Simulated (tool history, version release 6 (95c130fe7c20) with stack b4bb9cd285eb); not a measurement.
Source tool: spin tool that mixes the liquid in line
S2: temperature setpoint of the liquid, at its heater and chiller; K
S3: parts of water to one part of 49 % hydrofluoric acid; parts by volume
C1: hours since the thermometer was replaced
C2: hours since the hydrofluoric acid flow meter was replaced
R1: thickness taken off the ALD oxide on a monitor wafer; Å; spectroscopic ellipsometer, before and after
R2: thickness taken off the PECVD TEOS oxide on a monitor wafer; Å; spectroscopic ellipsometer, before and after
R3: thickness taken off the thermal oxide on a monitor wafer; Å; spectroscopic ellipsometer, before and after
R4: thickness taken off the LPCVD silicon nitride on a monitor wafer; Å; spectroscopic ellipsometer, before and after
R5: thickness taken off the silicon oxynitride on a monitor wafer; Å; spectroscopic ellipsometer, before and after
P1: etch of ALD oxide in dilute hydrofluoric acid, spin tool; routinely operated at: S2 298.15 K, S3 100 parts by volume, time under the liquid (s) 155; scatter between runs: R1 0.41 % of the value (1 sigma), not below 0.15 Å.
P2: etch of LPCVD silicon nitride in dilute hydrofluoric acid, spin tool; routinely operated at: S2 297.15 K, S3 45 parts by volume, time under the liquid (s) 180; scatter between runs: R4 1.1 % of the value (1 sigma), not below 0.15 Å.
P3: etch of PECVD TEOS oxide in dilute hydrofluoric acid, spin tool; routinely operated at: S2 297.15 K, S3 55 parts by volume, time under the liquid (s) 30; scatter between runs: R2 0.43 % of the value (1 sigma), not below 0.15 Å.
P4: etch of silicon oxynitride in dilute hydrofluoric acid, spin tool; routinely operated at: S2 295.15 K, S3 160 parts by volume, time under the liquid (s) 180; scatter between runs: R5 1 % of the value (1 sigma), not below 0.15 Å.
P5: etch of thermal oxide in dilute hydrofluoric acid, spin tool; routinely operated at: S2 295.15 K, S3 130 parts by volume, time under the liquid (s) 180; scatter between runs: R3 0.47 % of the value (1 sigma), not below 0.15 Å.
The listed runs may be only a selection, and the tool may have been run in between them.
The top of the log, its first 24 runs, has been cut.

run 25 hour=296.9 | process_that_ran=P4 S2=290.15 S3=160 time_under_the_liquid_(s)=180 | C1=1392.6 C2=1160.2 | R5=15.7700
run 26 hour=312.6 | process_that_ran=P4 S2=295.15 S3=160 time_under_the_liquid_(s)=180 | C1=1408.3 C2=1175.9 | R5=19.3900
run 27 hour=322.5 | process_that_ran=P4 S2=295.15 S3=160 time_under_the_liquid_(s)=50 | C1=1418.2 C2=1185.8 | R5=5.5191
run 28 hour=334.3 | process_that_ran=P1 S2=290.15 S3=100 time_under_the_liquid_(s)=155 | C1=1430.0 C2=1197.6 | R1=244.300
run 29 hour=350.0 | process_that_ran=P1 S2=298.15 S3=100 time_under_the_liquid_(s)=30 | C1=1445.7 C2=1213.3 | R1=65.297
run 30 hour=359.5 | process_that_ran=P1 S2=298.15 S3=100 time_under_the_liquid_(s)=155 | C1=1455.2 C2=1222.8 | R1=338.990
run 31 hour=374.3 | process_that_ran=P2 S2=297.15 S3=45 time_under_the_liquid_(s)=180 | C1=1470.0 C2=1237.6 | R4=22.0430
run 32 hour=389.2 | process_that_ran=P1 S2=298.15 S3=100 time_under_the_liquid_(s)=155 | C1=1484.9 C2=1252.5 | R1=341.560
run 33 hour=396.5 | process_that_ran=P1 S2=298.15 S3=100 time_under_the_liquid_(s)=155 | C1=1492.2 C2=1259.8 | R1=334.920
run 34 hour=409.0 | process_that_ran=P1 S2=298.15 S3=100 time_under_the_liquid_(s)=155 | C1=1504.7 C2=1272.3 | R1=324.990
run 35 hour=422.2 | process_that_ran=P1 S2=298.15 S3=100 time_under_the_liquid_(s)=155 | C1=1517.9 C2=1285.5 | R1=320.290
run 36 hour=438.5 | process_that_ran=P1 S2=298.15 S3=100 time_under_the_liquid_(s)=155 | C1=1534.2 C2=1301.8 | R1=318.290
run 37 hour=453.9 | process_that_ran=P1 S2=298.15 S3=100 time_under_the_liquid_(s)=155 | C1=1549.6 C2=1317.2 | R1=316.320

Run 38 is up next; what results do you expect?
run 38 hour=470.2 | process_that_ran=P1 S2=298.15 S3=100 time_under_the_liquid_(s)=155 | C1=1565.9 C2=1333.5 | R1=?

Run 38 produced R1 316.220 Å.

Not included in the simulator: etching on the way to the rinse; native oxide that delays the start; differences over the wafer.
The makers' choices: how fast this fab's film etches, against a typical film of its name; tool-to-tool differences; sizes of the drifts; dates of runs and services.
